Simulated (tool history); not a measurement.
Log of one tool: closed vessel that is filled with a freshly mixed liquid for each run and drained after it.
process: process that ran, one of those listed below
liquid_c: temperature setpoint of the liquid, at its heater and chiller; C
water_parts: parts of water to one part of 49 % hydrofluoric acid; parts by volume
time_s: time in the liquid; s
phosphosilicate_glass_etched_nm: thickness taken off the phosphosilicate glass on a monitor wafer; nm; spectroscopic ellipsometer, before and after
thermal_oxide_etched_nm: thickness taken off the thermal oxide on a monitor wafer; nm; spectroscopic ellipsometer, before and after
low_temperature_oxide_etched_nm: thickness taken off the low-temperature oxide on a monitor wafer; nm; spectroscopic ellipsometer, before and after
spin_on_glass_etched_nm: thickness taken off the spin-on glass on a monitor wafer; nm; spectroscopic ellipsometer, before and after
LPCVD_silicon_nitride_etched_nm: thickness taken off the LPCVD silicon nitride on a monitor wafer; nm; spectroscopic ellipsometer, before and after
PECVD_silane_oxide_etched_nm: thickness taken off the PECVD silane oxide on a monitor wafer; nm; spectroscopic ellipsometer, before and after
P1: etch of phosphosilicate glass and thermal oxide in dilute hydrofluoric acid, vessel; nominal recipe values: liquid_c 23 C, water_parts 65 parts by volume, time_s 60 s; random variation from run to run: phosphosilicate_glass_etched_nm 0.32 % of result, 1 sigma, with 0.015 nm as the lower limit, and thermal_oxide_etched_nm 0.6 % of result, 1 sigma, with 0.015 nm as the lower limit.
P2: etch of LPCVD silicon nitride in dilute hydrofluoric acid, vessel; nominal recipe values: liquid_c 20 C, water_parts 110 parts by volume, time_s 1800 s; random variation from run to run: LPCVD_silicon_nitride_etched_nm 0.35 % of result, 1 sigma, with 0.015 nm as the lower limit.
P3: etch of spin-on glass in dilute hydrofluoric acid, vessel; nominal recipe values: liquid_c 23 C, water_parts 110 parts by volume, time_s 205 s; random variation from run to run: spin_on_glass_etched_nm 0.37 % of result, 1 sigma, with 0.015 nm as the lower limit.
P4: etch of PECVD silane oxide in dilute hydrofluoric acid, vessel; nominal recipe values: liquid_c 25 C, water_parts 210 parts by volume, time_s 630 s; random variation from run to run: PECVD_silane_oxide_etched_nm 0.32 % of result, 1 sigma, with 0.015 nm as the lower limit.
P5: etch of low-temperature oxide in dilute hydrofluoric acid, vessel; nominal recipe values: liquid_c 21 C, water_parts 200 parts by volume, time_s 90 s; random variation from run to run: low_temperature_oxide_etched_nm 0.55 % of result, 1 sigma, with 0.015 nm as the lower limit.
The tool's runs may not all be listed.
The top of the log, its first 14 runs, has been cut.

run,hour,process,liquid_c,water_parts,time_s,hours since the thermometer was replaced,hours since the hydrofluoric acid flow meter was replaced,phosphosilicate_glass_etched_nm,thermal_oxide_etched_nm,low_temperature_oxide_etched_nm,spin_on_glass_etched_nm,LPCVD_silicon_nitride_etched_nm,PECVD_silane_oxide_etched_nm
15,55.3,P3,23,110,205,742.2,701.7,,,,51.618,,
16,58.9,P3,23,110,205,745.8,705.3,,,,51.827,,
17,61.5,P4,31,210,630,748.4,707.9,,,,,,50.643
18,63.9,P2,20,110,2845,750.8,710.3,,,,,9.8772,
# hour 64.6: hydrofluoric acid flow meter replaced
19,65.9,P1,29.5,40,60,752.8,1.3,243.73,10.136,,,,
20,69.7,P1,23,100,60,756.6,5.1,69.04,2.8638,,,,
21,72.4,P4,25,210,85,759.3,7.8,,,,,,5.5573
22,76,P2,17,110,1800,762.9,11.4,,,,,5.1492,
23,78.6,P4,25,45,630,765.5,14,,,,,,234.48
24,83.1,P1,23,65,60,770,18.5,111.42,4.6301,,,,
25,86.9,P1,17,65,95,773.8,22.3,137.16,5.6259,,,,
26,88.9,P1,23,65,60,775.8,24.3,111.98,4.5913,,,,

For run 27, what comes out?
27,93.4,P3,23,20,205,780.3,28.8,,,,?,,

spin_on_glass_etched_nm: 317.59 nm
